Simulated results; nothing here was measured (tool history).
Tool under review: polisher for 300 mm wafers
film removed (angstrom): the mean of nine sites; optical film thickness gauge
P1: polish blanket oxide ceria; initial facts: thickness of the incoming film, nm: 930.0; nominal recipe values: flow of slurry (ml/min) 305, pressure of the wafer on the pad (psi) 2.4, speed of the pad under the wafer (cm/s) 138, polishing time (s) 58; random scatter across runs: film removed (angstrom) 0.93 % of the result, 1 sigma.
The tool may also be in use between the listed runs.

run	hour	flow of slurry (ml/min)	pressure of the wafer on the pad (psi)	speed of the pad under the wafer (cm/s)	polishing time (s)	film removed (angstrom)
1	5.6	305	2.4	138	58	2308.50
2	8.6	305	1.5	138	33	833.92
3	12.3	305	2.4	138	58	2303.20
4	16.2	455	3.3	138	58	3269.70
# hour 18.0: head pressure recalibrated
5	21.5	305	1.2	138	58	1165.30
6	26.9	305	3.7	138	58	3549.80
7	30.1	305	2.4	138	58	2334.00
8	33.1	185	2.4	138	58	2211.90
9	35.6	305	2.4	210	58	3553.60
10	40.5	305	2.4	138	27	1093.10
11	44.9	305	2.4	138	58	2348.10
12	48.7	220	2.4	106	58	1726.60
13	52.9	305	2.4	64	58	1089.00
14	57.9	305	2.4	138	79	3151.60
15	63.0	460	2.4	138	58	2394.90
16	67.3	305	2.4	138	58	2349.80
17	71.4	305	2.4	138	58	2294.00
18	75.1	305	2.4	138	58	2260.00
19	78.8	305	2.4	138	58	2292.80
20	81.7	305	2.4	138	58	2207.10
21	87.2	305	2.4	138	58	2231.70
# hour 89.6: worn pad replaced by a new one
22	91.5	305	2.4	138	58	2224.10
23	94.7	305	2.4	138	58	2170.90
24	100.3	305	2.4	138	58	2212.90

What does the tool deliver on the next run?
25	103.0	305	2.4	138	58	?

Run 25 came out at film removed (angstrom) 2181.00.
